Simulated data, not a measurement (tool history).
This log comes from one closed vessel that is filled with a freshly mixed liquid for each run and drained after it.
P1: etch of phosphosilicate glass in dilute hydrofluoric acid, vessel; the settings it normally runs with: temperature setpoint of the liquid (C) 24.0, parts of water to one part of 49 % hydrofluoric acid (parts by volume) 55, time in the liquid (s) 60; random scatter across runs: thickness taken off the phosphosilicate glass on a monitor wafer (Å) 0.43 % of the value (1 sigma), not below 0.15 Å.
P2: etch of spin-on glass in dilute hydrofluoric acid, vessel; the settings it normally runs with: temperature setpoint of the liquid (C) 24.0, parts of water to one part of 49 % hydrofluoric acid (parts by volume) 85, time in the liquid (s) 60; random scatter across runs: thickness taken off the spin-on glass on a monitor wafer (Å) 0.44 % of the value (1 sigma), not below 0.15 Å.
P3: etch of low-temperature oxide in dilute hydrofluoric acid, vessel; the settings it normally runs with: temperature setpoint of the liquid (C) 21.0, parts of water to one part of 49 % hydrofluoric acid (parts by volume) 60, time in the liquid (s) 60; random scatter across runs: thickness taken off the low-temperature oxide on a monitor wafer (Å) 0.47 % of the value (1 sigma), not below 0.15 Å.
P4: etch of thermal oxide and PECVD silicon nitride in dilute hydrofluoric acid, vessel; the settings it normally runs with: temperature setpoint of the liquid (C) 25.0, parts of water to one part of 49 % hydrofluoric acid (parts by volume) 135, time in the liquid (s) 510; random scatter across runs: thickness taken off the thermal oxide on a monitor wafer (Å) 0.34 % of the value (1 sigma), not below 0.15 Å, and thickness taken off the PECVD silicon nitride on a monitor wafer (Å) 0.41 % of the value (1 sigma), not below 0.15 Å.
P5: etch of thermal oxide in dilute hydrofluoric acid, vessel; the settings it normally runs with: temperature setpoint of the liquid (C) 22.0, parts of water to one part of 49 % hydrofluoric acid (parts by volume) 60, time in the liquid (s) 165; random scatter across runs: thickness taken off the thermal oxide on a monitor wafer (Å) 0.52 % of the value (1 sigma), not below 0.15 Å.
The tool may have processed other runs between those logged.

run     day  process that ran  temperature setpoint of the liquid (C)  parts of water to one part of 49 % hydrofluoric acid (parts by volume)  time in the liquid (s)  hours since the thermometer was replaced  hours since the hydrofluoric acid flow meter was replaced  thickness taken off the phosphosilicate glass on a monitor wafer (Å)  thickness taken off the thermal oxide on a monitor wafer (Å)  thickness taken off the PECVD silicon nitride on a monitor wafer (Å)  thickness taken off the low-temperature oxide on a monitor wafer (Å)  thickness taken off the spin-on glass on a monitor wafer (Å)
  1   0.396                P1                                    24.0                                                                      55                      60                                     892.7                                                      304.1                                                                752.12
  2   0.883                P4                                    25.0                                                                     135                     510                                     904.4                                                      315.8                                                                                                                             180.030                                                                85.657
  3   1.312                P1                                    24.0                                                                      30                      60                                     914.7                                                      326.1                                                               1429.20
  4   1.888                P3                                    21.0                                                                      20                      60                                     928.5                                                      339.9                                                                                                                                                                                                                                                                         1030.20
  5   2.321                P3                                    29.0                                                                      60                      60                                     938.9                                                      350.3                                                                                                                                                                                                                                                                          451.10
  6   2.812                P1                                    17.5                                                                      55                      60                                     950.7                                                      362.1                                                                570.93
  7   3.371                P1                                    24.0                                                                      85                      35                                     964.1                                                      375.5                                                                274.08
  8   3.933                P5                                    22.0                                                                      20                     165                                     977.6                                                      389.0                                                                                                                             392.580
  9   4.479                P5                                    22.0                                                                      60                     165                                     990.7                                                      402.1                                                                                                                             124.930
 10   5.033                P2                                    24.0                                                                      85                      30                                    1004.0                                                      415.4                                                                                                                                                                                                                                                                                                                                        116.27
 11   5.408                P4                                    20.5                                                                     135                     510                                    1013.0                                                      424.4                                                                                                                             150.360                                                                63.874
 12   5.750                P1                                    24.0                                                                      55                      60                                    1021.2                                                      432.6                                                                759.36
 13   6.192                P3                                    21.0                                                                      60                      60                                    1031.8                                                      443.2                                                                                                                                                                                                                                                                          325.39
 14   6.538                P1                                    24.0                                                                      55                      30                                    1040.1                                                      451.5                                                                377.48
 15   6.962                P5                                    17.0                                                                      60                     165                                    1050.3                                                      461.7                                                                                                                             101.420
 16   7.492                P1                                    24.0                                                                      55                      60                                    1063.0                                                      474.4                                                                750.76
 17   7.862                P1                                    24.0                                                                      55                      60                                    1071.9                                                      483.3                                                                751.54
 18   8.446                P1                                    24.0                                                                      55                      60                                    1085.9                                                      497.3                                                                751.52
 19   9.025                P1                                    24.0                                                                      55                      60                                    1099.8                                                      511.2                                                                750.27
 20   9.567                P2                                    24.0                                                                      85                      60                                    1112.8                                                      524.2                                                                                                                                                                                                                                                                                                                                        231.41
 21   9.950                P3                                    21.0                                                                      60                     105                                    1122.0                                                      533.4                                                                                                                                                                                                                                                                          568.63
 22  10.308                P2                                    24.0                                                                      85                      60                                    1130.6                                                      542.0                                                                                                                                                                                                                                                                                                                                        231.95
 23  10.683                P2                                    24.0                                                                      20                      60                                    1139.6                                                      551.0                                                                                                                                                                                                                                                                                                                                       1081.60
 24  11.150                P4                                    25.0                                                                     135                     160                                    1150.8                                                      562.2                                                                                                                              55.875                                                                27.122
 25  11.471                P1                                    24.0                                                                      55                      60                                    1158.5                                                      569.9                                                                754.93
 26  11.858                P4                                    25.0                                                                      70                     510                                    1167.8                                                      579.2                                                                                                                             376.580                                                               165.360
 27  12.208                P2                                    18.0                                                                      85                      60                                    1176.2                                                      587.6                                                                                                                                                                                                                                                                                                                                        181.90
 28  12.633                P1                                    24.0                                                                      85                      60                                    1186.4                                                      597.8                                                                464.47
 29  13.133                P5                                    22.0                                                                      60                     305                                    1198.4                                                      609.8                                                                                                                             231.330
 30  13.488                P1                                    24.0                                                                      55                     100                                    1206.9                                                      618.3                                                               1253.90
 31  13.854                P1                                    28.5                                                                      55                      60                                    1215.7                                                      627.1                                                                900.93
 32  14.396                P1                                    24.0                                                                      55                      60                                    1228.7                                                      640.1                                                                754.81
 33  14.812                P1                                    24.0                                                                      55                      60                                    1238.7                                                      650.1                                                                719.67
 34  15.067                P1                                    24.0                                                                      55                      60                                    1244.8                                                      656.2                                                                707.10
 35  15.412                P1                                    24.0                                                                      55                      60                                    1253.1                                                      664.5                                                                705.45
 36  15.896                P1                                    24.0                                                                      55                      60                                    1264.7                                                      676.1                                                                702.91
 37  16.404                P1                                    24.0                                                                      55                      60                                    1276.9                                                      688.3                                                                687.68
 38  16.812                P1                                    24.0                                                                      55                      60                                    1286.7                                                      698.1                                                                691.19

The output of P1 has drifted from where it used to be. Each of the 2 causes below, taken at the size shown beside it, accounts for the log equally well:
A: liquid colder than its thermometer reads (K) = 1.98
B: hydrofluoric acid flow below the setpoint (%) = 7.31
The creep began at about day 14.396.

Below are 4 check runs, each on a single wafer, with their results shown as question marks. Which of them would tell the listed causes apart, meaning the causes would give clearly different results under it?
check 1  17.221                P3                                    29.0                                                                      40                      60                                                                                                                                                                                                                                                                                                                                                                                    ?
check 2  17.221                P4                                    25.0                                                                      80                     510                                                                                                                                                                                                                                        ?                                                                     ?
check 3  17.221                P2                                    24.0                                                                      35                      60                                                                                                                                                                                                                                                                                                                                                                                                                                                  ?
check 4  17.221                P5                                    18.0                                                                      60                     165                                                                                                                                                                                                                                        ?

What every check run would give for each of its results, assuming each possible cause in turn:
  check                                                                result     if A     if B
check 1  thickness taken off the low-temperature oxide on a monitor wafer (Å)   643.98   643.38
check 2          thickness taken off the thermal oxide on a monitor wafer (Å)  299.070  297.740
check 2  thickness taken off the PECVD silicon nitride on a monitor wafer (Å)  125.860  133.190
check 3          thickness taken off the spin-on glass on a monitor wafer (Å)   555.97   557.92
check 4          thickness taken off the thermal oxide on a monitor wafer (Å)   97.016   97.439
Gap, in per cent, between the two causes that each check separates least, read from the result that separates them most: check 1 0.09 %; check 2 5.66 %; check 3 0.35 %; check 4 0.44 %
Check 2 tells the causes apart: in the others they would give nearly the same result.

Check 2 has now been run. It gave: thickness taken off the thermal oxide on a monitor wafer (Å) 297.790; thickness taken off the PECVD silicon nitride on a monitor wafer (Å) 126.420. Which of the candidate causes is it?

The cause is A: liquid colder than its thermometer reads (K).
